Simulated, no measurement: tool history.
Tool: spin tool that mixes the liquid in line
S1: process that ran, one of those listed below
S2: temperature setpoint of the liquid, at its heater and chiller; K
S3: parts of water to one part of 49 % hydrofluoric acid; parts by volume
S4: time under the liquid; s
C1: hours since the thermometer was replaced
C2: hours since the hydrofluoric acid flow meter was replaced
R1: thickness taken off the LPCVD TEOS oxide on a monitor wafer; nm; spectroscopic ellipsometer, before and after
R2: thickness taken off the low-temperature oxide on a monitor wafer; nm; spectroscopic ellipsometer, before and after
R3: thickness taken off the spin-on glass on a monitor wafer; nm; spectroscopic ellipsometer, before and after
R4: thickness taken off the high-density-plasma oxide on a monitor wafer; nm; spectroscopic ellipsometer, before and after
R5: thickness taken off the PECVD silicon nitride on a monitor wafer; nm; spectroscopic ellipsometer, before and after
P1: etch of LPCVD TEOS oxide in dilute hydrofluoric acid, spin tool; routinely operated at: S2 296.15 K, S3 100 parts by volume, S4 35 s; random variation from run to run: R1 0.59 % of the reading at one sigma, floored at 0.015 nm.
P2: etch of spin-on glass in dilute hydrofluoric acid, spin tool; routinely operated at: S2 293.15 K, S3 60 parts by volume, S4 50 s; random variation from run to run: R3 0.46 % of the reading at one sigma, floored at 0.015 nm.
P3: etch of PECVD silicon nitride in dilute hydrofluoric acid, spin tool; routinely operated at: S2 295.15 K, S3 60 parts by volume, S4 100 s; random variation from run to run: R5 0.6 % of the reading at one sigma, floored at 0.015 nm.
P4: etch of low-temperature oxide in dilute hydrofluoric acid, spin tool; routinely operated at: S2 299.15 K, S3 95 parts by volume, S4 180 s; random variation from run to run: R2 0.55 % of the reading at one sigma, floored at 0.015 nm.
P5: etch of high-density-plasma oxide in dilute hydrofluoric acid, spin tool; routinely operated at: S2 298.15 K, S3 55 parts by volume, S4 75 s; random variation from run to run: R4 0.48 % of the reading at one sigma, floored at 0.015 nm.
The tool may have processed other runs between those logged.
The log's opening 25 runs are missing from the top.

run 26 hour=277.3 | S1=P2 S2=293.15 S3=60 S4=50 | C1=141.6 C2=128 | R3=50.01
run 27 hour=292 | S1=P5 S2=298.15 S3=55 S4=75 | C1=156.3 C2=142.7 | R4=8.3524
run 28 hour=301.1 | S1=P4 S2=299.15 S3=95 S4=180 | C1=165.4 C2=151.8 | R2=22.213
run 29 hour=315.3 | S1=P1 S2=296.15 S3=100 S4=35 | C1=179.6 C2=166 | R1=5.8473
run 30 hour=322.5 | S1=P2 S2=293.15 S3=85 S4=50 | C1=186.8 C2=173.2 | R3=34.356
run 31 hour=331.5 | S1=P4 S2=299.15 S3=20 S4=180 | C1=195.8 C2=182.2 | R2=116.87
run 32 hour=344.8 | S1=P1 S2=304.15 S3=100 S4=35 | C1=209.1 C2=195.5 | R1=7.9332
run 33 hour=351.6 | S1=P1 S2=296.15 S3=100 S4=35 | C1=215.9 C2=202.3 | R1=5.7472
run 34 hour=363.1 | S1=P1 S2=296.15 S3=100 S4=35 | C1=227.4 C2=213.8 | R1=5.654
run 35 hour=371.5 | S1=P1 S2=296.15 S3=100 S4=35 | C1=235.8 C2=222.2 | R1=5.4864

Run 36 is up next; what results do you expect?
run 36 hour=379.6 | S1=P1 S2=296.15 S3=100 S4=35 | C1=243.9 C2=230.3 | R1=?

Logged for run 36: R1 5.4046 nm.

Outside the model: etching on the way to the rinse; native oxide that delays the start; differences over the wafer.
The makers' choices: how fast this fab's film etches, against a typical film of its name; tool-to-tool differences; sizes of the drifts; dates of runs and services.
